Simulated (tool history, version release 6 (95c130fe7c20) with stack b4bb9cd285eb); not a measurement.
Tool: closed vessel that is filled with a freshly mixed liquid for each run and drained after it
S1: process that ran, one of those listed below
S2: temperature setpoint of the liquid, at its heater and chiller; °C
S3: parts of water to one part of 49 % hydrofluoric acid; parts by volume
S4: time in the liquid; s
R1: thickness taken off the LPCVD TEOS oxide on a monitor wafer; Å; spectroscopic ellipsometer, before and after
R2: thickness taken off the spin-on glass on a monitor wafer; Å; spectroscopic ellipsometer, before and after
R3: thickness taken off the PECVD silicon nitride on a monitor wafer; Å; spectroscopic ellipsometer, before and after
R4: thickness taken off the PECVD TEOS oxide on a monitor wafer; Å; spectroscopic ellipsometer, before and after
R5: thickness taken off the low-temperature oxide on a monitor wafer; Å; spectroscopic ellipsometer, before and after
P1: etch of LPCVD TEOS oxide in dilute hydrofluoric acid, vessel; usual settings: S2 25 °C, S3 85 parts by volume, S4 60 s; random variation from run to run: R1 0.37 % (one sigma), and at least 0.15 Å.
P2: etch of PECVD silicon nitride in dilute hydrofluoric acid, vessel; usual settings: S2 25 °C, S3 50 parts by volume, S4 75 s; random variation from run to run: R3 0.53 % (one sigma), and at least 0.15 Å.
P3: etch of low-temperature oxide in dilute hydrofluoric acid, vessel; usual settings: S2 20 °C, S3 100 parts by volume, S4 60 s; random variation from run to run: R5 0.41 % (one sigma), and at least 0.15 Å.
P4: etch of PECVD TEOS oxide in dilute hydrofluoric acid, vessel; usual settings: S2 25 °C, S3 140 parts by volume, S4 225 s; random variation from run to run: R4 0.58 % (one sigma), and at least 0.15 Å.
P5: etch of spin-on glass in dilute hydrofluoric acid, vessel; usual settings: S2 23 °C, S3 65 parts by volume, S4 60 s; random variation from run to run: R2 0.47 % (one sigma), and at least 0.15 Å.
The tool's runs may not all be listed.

| run | hour | S1 | S2 | S3 | S4 | R1 | R2 | R3 | R4 | R5 |
|---|---|---|---|---|---|---|---|---|---|---|
| 1 | 17.1 | P1 | 25 | 85 | 60 | 423.81 |  |  |  |  |
| 2 | 25 | P1 | 25 | 125 | 60 | 276.87 |  |  |  |  |
| 3 | 38.4 | P5 | 23 | 65 | 60 |  | 444.21 |  |  |  |
| 4 | 46.4 | P1 | 25 | 85 | 60 | 425.71 |  |  |  |  |
| 5 | 59.4 | P2 | 25 | 50 | 145 |  |  | 94.857 |  |  |
| 6 | 69.6 | P4 | 19.5 | 140 | 225 |  |  |  | 144.57 |  |
| 7 | 77.8 | P3 | 20 | 100 | 60 |  |  |  |  | 147.66 |
| 8 | 86.7 | P1 | 25 | 20 | 60 | 1979.8 |  |  |  |  |
| 9 | 98.4 | P1 | 25 | 85 | 60 | 427.03 |  |  |  |  |
| 10 | 109.6 | P5 | 23 | 90 | 60 |  | 312.68 |  |  |  |
| 11 | 127.2 | P4 | 25 | 200 | 225 |  |  |  | 115.58 |  |
| 12 | 145.2 | P1 | 30.5 | 85 | 105 | 926.15 |  |  |  |  |
| 13 | 153.6 | P1 | 25 | 85 | 30 | 213.66 |  |  |  |  |
| 14 | 161.6 | P5 | 17 | 65 | 60 |  | 348.45 |  |  |  |
| 15 | 176.6 | P1 | 25 | 85 | 120 | 857.87 |  |  |  |  |
| 16 | 184.5 | P1 | 25 | 85 | 60 | 425.08 |  |  |  |  |
| 17 | 198.5 | P2 | 32.5 | 50 | 75 |  |  | 80.191 |  |  |
| 18 | 208.7 | P1 | 17 | 85 | 60 | 307.33 |  |  |  |  |
| 19 | 220.3 | P1 | 25 | 85 | 60 | 425.51 |  |  |  |  |
| 20 | 235.1 | P3 | 17 | 100 | 60 |  |  |  |  | 131 |
| 21 | 246.5 | P3 | 20 | 100 | 95 |  |  |  |  | 234.25 |
| 22 | 261.9 | P1 | 28.5 | 85 | 30 | 245.57 |  |  |  |  |
| 23 | 272 | P2 | 25 | 50 | 75 |  |  | 49.326 |  |  |
| 24 | 284.1 | P5 | 23 | 65 | 85 |  | 632.29 |  |  |  |
| 25 | 293.7 | P3 | 20 | 100 | 60 |  |  |  |  | 149.52 |
| 26 | 309.9 | P3 | 20 | 60 | 60 |  |  |  |  | 259.28 |
| 27 | 318.7 | P1 | 29.5 | 85 | 95 | 807.6 |  |  |  |  |
| 28 | 333.5 | P2 | 25 | 90 | 75 |  |  | 27.718 |  |  |
| 29 | 343.2 | P4 | 25 | 140 | 435 |  |  |  | 345.35 |  |
| 30 | 359.4 | P4 | 25 | 140 | 225 |  |  |  | 179.47 |  |
| 31 | 368.4 | P5 | 23 | 65 | 60 |  | 444.31 |  |  |  |
| 32 | 376.3 | P1 | 30 | 85 | 60 | 516.64 |  |  |  |  |
| 33 | 390.3 | P1 | 25 | 85 | 60 | 429.56 |  |  |  |  |
| 34 | 406.2 | P1 | 25 | 85 | 60 | 440.52 |  |  |  |  |
| 35 | 417.1 | P1 | 25 | 85 | 60 | 452.77 |  |  |  |  |
| 36 | 427.6 | P1 | 25 | 85 | 60 | 459.05 |  |  |  |  |
| 37 | 442.2 | P1 | 25 | 85 | 60 | 462.55 |  |  |  |  |
| 38 | 457.6 | P1 | 25 | 85 | 60 | 465.07 |  |  |  |  |
| 39 | 470.5 | P1 | 25 | 85 | 60 | 467.46 |  |  |  |  |
| 40 | 483.5 | P1 | 25 | 85 | 60 | 469.94 |  |  |  |  |
| 41 | 496 | P1 | 25 | 85 | 60 | 467.47 |  |  |  |  |
| 42 | 504.3 | P1 | 25 | 85 | 60 | 468.76 |  |  |  |  |

What P1 gives has crept away from where it was. These 2 causes fit the log equally well, each at the size given:
A: liquid hotter than its thermometer reads (K) = 2.4
B: hydrofluoric acid flow above the setpoint (%) = 8.9
The creep began at about hour 390.3.

4 check runs are offered, one wafer each, their results left as question marks. Which one tells the causes apart?
| check 1 | 512.6 | P3 | 20 | 100 | 60 |  |  |  |  | ? |
| check 2 | 512.6 | P4 | 25 | 140 | 225 |  |  |  | ? |  |
| check 3 | 512.6 | P2 | 25 | 50 | 75 |  |  | ? |  |  |
| check 4 | 512.6 | P5 | 23 | 65 | 60 |  | ? |  |  |  |

What each check would give under each cause:
| check | result | if A | if B |
|---|---|---|---|
| check 1 | R5 | 163.97 | 163.46 |
| check 2 | R4 | 196.05 | 197.73 |
| check 3 | R3 | 58.031 | 53.804 |
| check 4 | R2 | 491.15 | 488.47 |
How far apart the two closest causes lie, in the result that separates them most: check 1 0.31 %; check 2 0.85 %; check 3 7.56 %; check 4 0.55 %
Check 3 tells the causes apart: in the others they would give nearly the same result.

Check 3 was then run and gave: R3 53.775 Å. Which cause is it?

It is B: hydrofluoric acid flow above the setpoint (%).

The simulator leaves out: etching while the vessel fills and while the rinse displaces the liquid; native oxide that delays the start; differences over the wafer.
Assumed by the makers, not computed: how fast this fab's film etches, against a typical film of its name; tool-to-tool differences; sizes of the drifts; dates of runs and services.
